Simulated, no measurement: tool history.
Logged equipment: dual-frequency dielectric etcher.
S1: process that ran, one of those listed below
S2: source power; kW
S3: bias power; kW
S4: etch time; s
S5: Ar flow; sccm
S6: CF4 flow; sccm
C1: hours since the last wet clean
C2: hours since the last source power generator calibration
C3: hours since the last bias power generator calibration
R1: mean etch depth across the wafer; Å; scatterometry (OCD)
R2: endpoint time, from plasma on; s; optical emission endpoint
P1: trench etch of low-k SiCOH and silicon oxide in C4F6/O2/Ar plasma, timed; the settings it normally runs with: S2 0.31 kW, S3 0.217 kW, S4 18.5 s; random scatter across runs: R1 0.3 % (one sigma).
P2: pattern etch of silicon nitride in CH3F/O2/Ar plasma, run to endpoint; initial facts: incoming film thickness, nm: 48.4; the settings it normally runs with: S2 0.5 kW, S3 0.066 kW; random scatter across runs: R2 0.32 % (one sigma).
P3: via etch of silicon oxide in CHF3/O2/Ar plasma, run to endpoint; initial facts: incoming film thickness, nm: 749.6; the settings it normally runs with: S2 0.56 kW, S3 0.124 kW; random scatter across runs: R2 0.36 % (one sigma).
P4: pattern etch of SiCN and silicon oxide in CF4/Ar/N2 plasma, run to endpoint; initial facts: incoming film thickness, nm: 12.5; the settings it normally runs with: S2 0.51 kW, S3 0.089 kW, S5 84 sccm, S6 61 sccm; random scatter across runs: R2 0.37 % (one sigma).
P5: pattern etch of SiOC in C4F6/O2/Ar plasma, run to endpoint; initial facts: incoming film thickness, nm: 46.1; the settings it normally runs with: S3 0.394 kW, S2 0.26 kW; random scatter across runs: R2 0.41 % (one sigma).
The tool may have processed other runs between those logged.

run 1 hour=4.6 | S1=P1 S2=0.31 S3=0.217 S4=18.5 | C1=306.6 C2=641.9 C3=2223.7 | R1=548.86
run 2 hour=6.8 | S1=P3 S2=0.71 S3=0.124 | C1=308.8 C2=644.1 C3=2225.9 | R2=394.87
run 3 hour=11.1 | S1=P5 S2=0.21 S3=0.394 | C1=313.1 C2=648.4 C3=2230.2 | R2=21.125
run 4 hour=14.1 | S1=P3 S2=0.56 S3=0.124 | C1=316.1 C2=651.4 C3=2233.2 | R2=434.56
run 5 hour=18.7 | S1=P1 S2=0.31 S3=0.217 S4=27 | C1=320.7 C2=656 C3=2237.8 | R1=797.38
run 6 hour=23.7 | S1=P4 S2=0.51 S3=0.089 S5=84 S6=61 | C1=325.7 C2=661 C3=2242.8 | R2=11.893
run 7 hour=27.1 | S1=P1 S2=0.31 S3=0.217 S4=18.5 | C1=329.1 C2=664.4 C3=2246.2 | R1=549.49
run 8 hour=30.2 | S1=P1 S2=0.31 S3=0.133 S4=18.5 | C1=332.2 C2=667.5 C3=2249.3 | R1=471.08
run 9 hour=33.2 | S1=P4 S2=0.51 S3=0.126 S5=84 S6=61 | C1=335.2 C2=670.5 C3=2252.3 | R2=10.506
run 10 hour=36.7 | S1=P1 S2=0.31 S3=0.263 S4=18.5 | C1=338.7 C2=674 C3=2255.8 | R1=582.98
run 11 hour=41.5 | S1=P1 S2=0.31 S3=0.217 S4=18.5 | C1=343.5 C2=678.8 C3=2260.6 | R1=548.23
run 12 hour=46.4 | S1=P5 S2=0.26 S3=0.394 | C1=348.4 C2=683.7 C3=2265.5 | R2=19.686
run 13 hour=51 | S1=P3 S2=0.56 S3=0.078 | C1=353 C2=688.3 C3=2270.1 | R2=498.05
run 14 hour=53.7 | S1=P1 S2=0.44 S3=0.217 S4=18.5 | C1=355.7 C2=691 C3=2272.8 | R1=625.87
run 15 hour=58.2 | S1=P4 S2=0.38 S3=0.089 S5=84 S6=61 | C1=360.2 C2=695.5 C3=2277.3 | R2=15.319
run 16 hour=62.2 | S1=P1 S2=0.31 S3=0.217 S4=11 | C1=364.2 C2=699.5 C3=2281.3 | R1=325.54
run 17 hour=64.7 | S1=P1 S2=0.23 S3=0.217 S4=18.5 | C1=366.7 C2=702 C3=2283.8 | R1=488.43
run 18 hour=68 | S1=P1 S2=0.2 S3=0.217 S4=12 | C1=370 C2=705.3 C3=2287.1 | R1=300.62
run 19 hour=71.9 | S1=P2 S2=0.35 S3=0.066 | C1=373.9 C2=709.2 C3=2291 | R2=74.622
run 20 hour=75.7 | S1=P1 S2=0.31 S3=0.217 S4=18.5 | C1=377.7 C2=713 C3=2294.8 | R1=546.2
run 21 hour=80.7 | S1=P4 S2=0.51 S3=0.089 S5=51 S6=61 | C1=382.7 C2=718 C3=2299.8 | R2=11.11
run 22 hour=83.9 | S1=P1 S2=0.31 S3=0.3 S4=23 | C1=385.9 C2=721.2 C3=2303 | R1=758.58
run 23 hour=89 | S1=P2 S2=0.5 S3=0.082 | C1=391 C2=726.3 C3=2308.1 | R2=60.843
run 24 hour=91.5 | S1=P1 S2=0.31 S3=0.217 S4=18.5 | C1=393.5 C2=728.8 C3=2310.6 | R1=545.97
run 25 hour=95.8 | S1=P1 S2=0.31 S3=0.217 S4=18.5 | C1=397.8 C2=733.1 C3=2314.9 | R1=550.14
run 26 hour=98.4 | S1=P2 S2=0.5 S3=0.066 | C1=400.4 C2=735.7 C3=2317.5 | R2=65.209
run 27 hour=102.1 | S1=P5 S2=0.26 S3=0.394 | C1=404.1 C2=739.4 C3=2321.2 | R2=19.659
run 28 hour=105.3 | S1=P4 S2=0.51 S3=0.089 S5=84 S6=61 | C1=407.3 C2=742.6 C3=2324.4 | R2=11.815
run 29 hour=109.5 | S1=P4 S2=0.51 S3=0.089 S5=84 S6=83 | C1=411.5 C2=746.8 C3=2328.6 | R2=11.395
run 30 hour=114.2 | S1=P5 S2=0.26 S3=0.302 | C1=416.2 C2=751.5 C3=2333.3 | R2=21.554
run 31 hour=117 | S1=P1 S2=0.31 S3=0.217 S4=18.5 | C1=419 C2=754.3 C3=2336.1 | R1=547.81
run 32 hour=120.8 | S1=P1 S2=0.31 S3=0.217 S4=18.5 | C1=422.8 C2=758.1 C3=2339.9 | R1=542.82
run 33 hour=123.4 | S1=P1 S2=0.31 S3=0.217 S4=18.5 | C1=425.4 C2=760.7 C3=2342.5 | R1=545.46
run 34 hour=127.8 | S1=P1 S2=0.31 S3=0.217 S4=18.5 | C1=429.8 C2=765.1 C3=2346.9 | R1=540.51
run 35 hour=130 | S1=P1 S2=0.31 S3=0.217 S4=18.5 | C1=432 C2=767.3 C3=2349.1 | R1=538.86
-- hour=131 wet clean of the chamber
run 36 hour=132.4 | S1=P1 S2=0.31 S3=0.217 S4=18.5 | C1=1.4 C2=769.7 C3=2351.5 | R1=539.66
run 37 hour=137.1 | S1=P1 S2=0.31 S3=0.217 S4=18.5 | C1=6.1 C2=774.4 C3=2356.2 | R1=542.53
run 38 hour=139.9 | S1=P1 S2=0.31 S3=0.217 S4=18.5 | C1=8.9 C2=777.2 C3=2359 | R1=540.02
run 39 hour=143.7 | S1=P1 S2=0.31 S3=0.217 S4=18.5 | C1=12.7 C2=781 C3=2362.8 | R1=539.31
run 40 hour=146.3 | S1=P1 S2=0.31 S3=0.217 S4=18.5 | C1=15.3 C2=783.6 C3=2365.4 | R1=536.73

Compared with where it was, what P1 gives has crept away. Each cause listed below fits the log as well as the rest, at the size given for it:
A: source power that arrives under what is set, % = 4.22
B: bias power that arrives under what is set, % = 4.85
The drift started at roughly hour 117.
The rest of the possible causes, and what rules out each one:
chamber walls in a state that lowers the etch rate, %: was serviced at hour 131, once the creep was under way, yet the earlier output never came back

Each of the check runs listed below is run on 2 wafers and reports their average, with the results left as question marks. Pick the one under which the possible causes would lead to clearly different results.
run check 1 hour=148.9 | S1=P5 S2=0.26 S3=0.394 | R2=?
run check 2 hour=148.9 | S1=P4 S2=0.51 S3=0.089 S5=84 S6=61 | R2=?
run check 3 hour=148.9 | S1=P3 S2=0.56 S3=0.124 | R2=?
run check 4 hour=148.9 | S1=P2 S2=0.5 S3=0.066 | R2=?

Check results expected under each cause:
check=check_1 result=R2 if_A=19.915 if_B=19.961
check=check_2 result=R2 if_A=12.317 if_B=12.064
check=check_3 result=R2 if_A=440.61 if_B=439.98
check=check_4 result=R2 if_A=66.347 if_B=66.331
Separation of the two closest causes in each check, using whichever result separates them best: check 1 0.23 %; check 2 2.07 %; check 3 0.14 %; check 4 0.02 %
Of the check runs offered, only check 2 discriminates between the causes; the rest would read about the same regardless of which cause applies.

Running check 2 produced the following: R2 12.303 s. Which one of the listed causes fits?

It is A: source power that arrives under what is set, %.

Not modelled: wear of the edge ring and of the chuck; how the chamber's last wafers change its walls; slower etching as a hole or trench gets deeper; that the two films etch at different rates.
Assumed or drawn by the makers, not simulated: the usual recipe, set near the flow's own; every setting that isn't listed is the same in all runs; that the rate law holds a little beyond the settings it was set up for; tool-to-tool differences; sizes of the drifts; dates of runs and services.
